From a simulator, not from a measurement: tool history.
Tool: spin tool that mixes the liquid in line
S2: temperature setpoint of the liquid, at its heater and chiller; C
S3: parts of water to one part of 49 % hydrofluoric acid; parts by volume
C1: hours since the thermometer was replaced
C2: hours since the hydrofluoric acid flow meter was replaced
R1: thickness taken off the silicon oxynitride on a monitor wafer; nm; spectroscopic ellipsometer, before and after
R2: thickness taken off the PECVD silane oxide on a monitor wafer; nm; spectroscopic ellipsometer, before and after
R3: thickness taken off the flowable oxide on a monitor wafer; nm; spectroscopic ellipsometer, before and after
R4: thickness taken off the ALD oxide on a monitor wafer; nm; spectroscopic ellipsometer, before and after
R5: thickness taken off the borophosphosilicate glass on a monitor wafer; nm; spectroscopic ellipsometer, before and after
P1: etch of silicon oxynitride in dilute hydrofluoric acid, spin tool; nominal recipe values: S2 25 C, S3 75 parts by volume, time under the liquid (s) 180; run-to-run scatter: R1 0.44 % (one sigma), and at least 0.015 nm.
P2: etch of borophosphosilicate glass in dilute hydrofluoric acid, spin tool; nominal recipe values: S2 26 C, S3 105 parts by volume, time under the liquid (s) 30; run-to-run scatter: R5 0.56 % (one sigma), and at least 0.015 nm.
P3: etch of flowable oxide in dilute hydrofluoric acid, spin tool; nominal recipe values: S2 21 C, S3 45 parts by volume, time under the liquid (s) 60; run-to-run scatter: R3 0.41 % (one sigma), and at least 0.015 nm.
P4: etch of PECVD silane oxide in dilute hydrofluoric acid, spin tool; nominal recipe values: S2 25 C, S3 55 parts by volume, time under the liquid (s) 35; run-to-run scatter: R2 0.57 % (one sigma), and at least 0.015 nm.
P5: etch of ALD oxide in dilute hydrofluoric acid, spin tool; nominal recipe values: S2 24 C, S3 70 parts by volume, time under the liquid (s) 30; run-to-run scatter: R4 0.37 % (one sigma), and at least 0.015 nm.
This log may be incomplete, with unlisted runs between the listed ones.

Run 1, hour 12.2: process that ran P1, S2 25 C, S3 75 parts by volume, time under the liquid (s) 180; C1 507.2; C2 104.4. Result: R1 5.7217 nm.
Run 2, hour 23.6: process that ran P1, S2 25 C, S3 75 parts by volume, time under the liquid (s) 180; C1 518.6; C2 115.8. Result: R1 5.7118 nm.
Run 3, hour 34.7: process that ran P4, S2 17.5 C, S3 55 parts by volume, time under the liquid (s) 35; C1 529.7; C2 126.9. Result: R2 21.46 nm.
Run 4, hour 48.8: process that ran P3, S2 21 C, S3 70 parts by volume, time under the liquid (s) 60; C1 543.8; C2 141. Result: R3 32.318 nm.
Run 5, hour 59.4: process that ran P3, S2 21 C, S3 45 parts by volume, time under the liquid (s) 60; C1 554.4; C2 151.6. Result: R3 52.268 nm.
Run 6, hour 73.3: process that ran P1, S2 25 C, S3 75 parts by volume, time under the liquid (s) 180; C1 568.3; C2 165.5. Result: R1 5.7481 nm.
Run 7, hour 83.2: process that ran P4, S2 25 C, S3 55 parts by volume, time under the liquid (s) 35; C1 578.2; C2 175.4. Result: R2 29.886 nm.
Run 8, hour 100.4: process that ran P4, S2 25 C, S3 20 parts by volume, time under the liquid (s) 35; C1 595.4; C2 192.6. Result: R2 85.224 nm.
Run 9, hour 112.1: process that ran P1, S2 25 C, S3 115 parts by volume, time under the liquid (s) 180; C1 607.1; C2 204.3. Result: R1 3.5471 nm.
Run 10, hour 123.4: process that ran P5, S2 24 C, S3 70 parts by volume, time under the liquid (s) 30; C1 618.4; C2 215.6. Result: R4 7.3088 nm.
Run 11, hour 140.4: process that ran P1, S2 25 C, S3 20 parts by volume, time under the liquid (s) 285; C1 635.4; C2 232.6. Result: R1 35.149 nm.
Run 12, hour 153.7: process that ran P1, S2 30 C, S3 110 parts by volume, time under the liquid (s) 180; C1 648.7; C2 245.9. Result: R1 4.6752 nm.
Run 13, hour 163.5: process that ran P2, S2 26 C, S3 105 parts by volume, time under the liquid (s) 15; C1 658.5; C2 255.7. Result: R5 5.5982 nm.
Run 14, hour 178.7: process that ran P1, S2 25 C, S3 75 parts by volume, time under the liquid (s) 180; C1 673.7; C2 270.9. Result: R1 5.7075 nm.
Run 15, hour 190.2: process that ran P1, S2 19 C, S3 75 parts by volume, time under the liquid (s) 20; C1 685.2; C2 282.4. Result: R1 0.48462 nm.
Run 16, hour 198.7: process that ran P5, S2 24 C, S3 20 parts by volume, time under the liquid (s) 30; C1 693.7; C2 290.9. Result: R4 27.449 nm.
Run 17, hour 207.4: process that ran P5, S2 20 C, S3 70 parts by volume, time under the liquid (s) 30; C1 702.4; C2 299.6. Result: R4 6.2184 nm.
Run 18, hour 224.6: process that ran P1, S2 25 C, S3 75 parts by volume, time under the liquid (s) 180; C1 719.6; C2 316.8. Result: R1 5.7176 nm.
Run 19, hour 236.8: process that ran P4, S2 25 C, S3 55 parts by volume, time under the liquid (s) 15; C1 731.8; C2 329. Result: R2 12.693 nm.
Run 20, hour 249.1: process that ran P3, S2 21 C, S3 45 parts by volume, time under the liquid (s) 60; C1 744.1; C2 341.3. Result: R3 52.276 nm.
Run 21, hour 264.6: process that ran P2, S2 34 C, S3 105 parts by volume, time under the liquid (s) 30; C1 759.6; C2 356.8. Result: R5 15.078 nm.
Run 22, hour 278.4: process that ran P3, S2 17 C, S3 45 parts by volume, time under the liquid (s) 60; C1 773.4; C2 370.6. Result: R3 44.018 nm.
Run 23, hour 294.4: process that ran P1, S2 31 C, S3 75 parts by volume, time under the liquid (s) 180; C1 789.4; C2 386.6. Result: R1 7.5421 nm.
Run 24, hour 311.6: process that ran P2, S2 26 C, S3 180 parts by volume, time under the liquid (s) 30; C1 806.6; C2 403.8. Result: R5 5.9721 nm.
Run 25, hour 326.1: process that ran P5, S2 24 C, S3 70 parts by volume, time under the liquid (s) 55; C1 821.1; C2 418.3. Result: R4 13.364 nm.
Run 26, hour 334.1: process that ran P1, S2 25 C, S3 75 parts by volume, time under the liquid (s) 180; C1 829.1; C2 426.3. Result: R1 5.6579 nm.
Run 27, hour 349.2: process that ran P1, S2 25 C, S3 75 parts by volume, time under the liquid (s) 180; C1 844.2; C2 441.4. Result: R1 5.6841 nm.
Run 28, hour 357.7: process that ran P1, S2 17.5 C, S3 75 parts by volume, time under the liquid (s) 180; C1 852.7; C2 449.9. Result: R1 3.9716 nm.
Run 29, hour 373: process that ran P3, S2 21 C, S3 45 parts by volume, time under the liquid (s) 25; C1 868; C2 465.2. Result: R3 21.592 nm.
Run 30, hour 381.8: process that ran P1, S2 25 C, S3 20 parts by volume, time under the liquid (s) 180; C1 876.8; C2 474. Result: R1 22.321 nm.
Run 31, hour 398.9: process that ran P2, S2 26 C, S3 105 parts by volume, time under the liquid (s) 30; C1 893.9; C2 491.1. Result: R5 11.066 nm.
Run 32, hour 407.8: process that ran P1, S2 25 C, S3 75 parts by volume, time under the liquid (s) 15; C1 902.8; C2 500. Result: R1 0.49019 nm.
Run 33, hour 423.8: process that ran P1, S2 25 C, S3 75 parts by volume, time under the liquid (s) 275; C1 918.8; C2 516. Result: R1 8.7082 nm.
Run 34, hour 435.6: process that ran P1, S2 25 C, S3 75 parts by volume, time under the liquid (s) 180; C1 930.6; C2 527.8. Result: R1 5.6877 nm.
Run 35, hour 448.5: process that ran P1, S2 25 C, S3 75 parts by volume, time under the liquid (s) 180; C1 943.5; C2 540.7. Result: R1 5.8703 nm.
Run 36, hour 458.2: process that ran P1, S2 25 C, S3 75 parts by volume, time under the liquid (s) 180; C1 953.2; C2 550.4. Result: R1 6.0104 nm.
Run 37, hour 473.1: process that ran P1, S2 25 C, S3 75 parts by volume, time under the liquid (s) 180; C1 968.1; C2 565.3. Result: R1 6.1056 nm.
Run 38, hour 490.1: process that ran P1, S2 25 C, S3 75 parts by volume, time under the liquid (s) 180; C1 985.1; C2 582.3. Result: R1 6.1297 nm.
Run 39, hour 505.9: process that ran P1, S2 25 C, S3 75 parts by volume, time under the liquid (s) 180; C1 1000.9; C2 598.1. Result: R1 6.1403 nm.
Run 40, hour 513.6: process that ran P1, S2 25 C, S3 75 parts by volume, time under the liquid (s) 180; C1 1008.6; C2 605.8. Result: R1 6.2139 nm.

The output of P1 has drifted from where it used to be. Each of the 2 causes below, taken at the size shown beside it, accounts for the log equally well:
A: liquid hotter than its thermometer reads (K) = 1.59
B: hydrofluoric acid flow above the setpoint (%) = 7.32
Onset of the creep was near hour 435.6.

The list below offers 4 check runs, each averaging the results of 2 wafers, and shows each result as a question mark. For which of them would the listed causes give clearly different results?
Run check 1, hour 521.3: process that ran P4, S2 25 C, S3 20 parts by volume, time under the liquid (s) 35. Result: R2 ?.
Run check 2, hour 521.3: process that ran P3, S2 17 C, S3 45 parts by volume, time under the liquid (s) 60. Result: R3 ?.
Run check 3, hour 521.3: process that ran P2, S2 33.5 C, S3 175 parts by volume, time under the liquid (s) 30. Result: R5 ?.
Run check 4, hour 521.3: process that ran P5, S2 20.5 C, S3 35 parts by volume, time under the liquid (s) 30. Result: R4 ?.

How each check would come out, cause by cause:
  check  result    if A    if B
check 1      R2  91.159  91.713
check 2      R3  46.964  47.207
check 3      R5  8.4583  8.7478
check 4      R4  14.147  14.233
Per-check spread between the two closest causes, in the result where they differ most: check 1 0.61 %; check 2 0.52 %; check 3 3.37 %; check 4 0.61 %
Of the check runs offered, only check 3 discriminates between the causes; the rest would read about the same regardless of which cause applies.

Here is what check 3 returned: R5 8.4406 nm. Which cause is it?

The cause is A: liquid hotter than its thermometer reads (K).

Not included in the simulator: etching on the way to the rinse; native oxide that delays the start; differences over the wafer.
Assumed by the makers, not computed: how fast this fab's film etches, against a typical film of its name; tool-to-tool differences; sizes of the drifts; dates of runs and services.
